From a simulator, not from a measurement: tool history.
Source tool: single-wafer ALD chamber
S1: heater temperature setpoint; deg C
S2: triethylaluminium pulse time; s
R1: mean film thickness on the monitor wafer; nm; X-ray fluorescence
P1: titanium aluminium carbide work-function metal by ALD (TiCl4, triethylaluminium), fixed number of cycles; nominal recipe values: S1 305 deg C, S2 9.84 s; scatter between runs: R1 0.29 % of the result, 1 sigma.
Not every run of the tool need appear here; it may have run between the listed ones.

{"run": 1, "day": 0.721, "S1": 305, "S2": 9.84, "R1": 2.0129}
{"run": 2, "day": 1.071, "S1": 305, "S2": 9.84, "R1": 2.0014}
{"run": 3, "day": 1.621, "S1": 305, "S2": 5.17, "R1": 1.7328}
{"run": 4, "day": 2.242, "S1": 285, "S2": 14.55, "R1": 1.8942}
{"run": 5, "day": 2.888, "S1": 305, "S2": 9.84, "R1": 2.0074}
{"run": 6, "day": 3.288, "S1": 305, "S2": 9.84, "R1": 2.0247}
{"day": 3.825, "done": "thermocouple changed; heater temperature recalibrated"}
{"run": 7, "day": 3.9, "S1": 305, "S2": 9.84, "R1": 2.0083}
{"run": 8, "day": 4.362, "S1": 305, "S2": 14.59, "R1": 2.0782}
{"run": 9, "day": 5.121, "S1": 287, "S2": 6.93, "R1": 1.742}
{"run": 10, "day": 5.5, "S1": 284, "S2": 14.56, "R1": 1.8842}
{"run": 11, "day": 6.112, "S1": 285, "S2": 9.84, "R1": 1.8547}
{"run": 12, "day": 6.754, "S1": 305, "S2": 9.84, "R1": 2.0072}
{"run": 13, "day": 7.15, "S1": 323, "S2": 9.84, "R1": 2.1714}
{"run": 14, "day": 7.762, "S1": 305, "S2": 9.84, "R1": 2.0015}
{"run": 15, "day": 8.238, "S1": 305, "S2": 9.84, "R1": 2.0079}
{"run": 16, "day": 9.029, "S1": 305, "S2": 9.84, "R1": 1.9956}

Run 17, settings as shown, results not yet in. Your forecast:
{"run": 17, "day": 9.733, "S1": 305, "S2": 9.84, "R1": "?"}

Run 17 produced R1 1.9886 nm.

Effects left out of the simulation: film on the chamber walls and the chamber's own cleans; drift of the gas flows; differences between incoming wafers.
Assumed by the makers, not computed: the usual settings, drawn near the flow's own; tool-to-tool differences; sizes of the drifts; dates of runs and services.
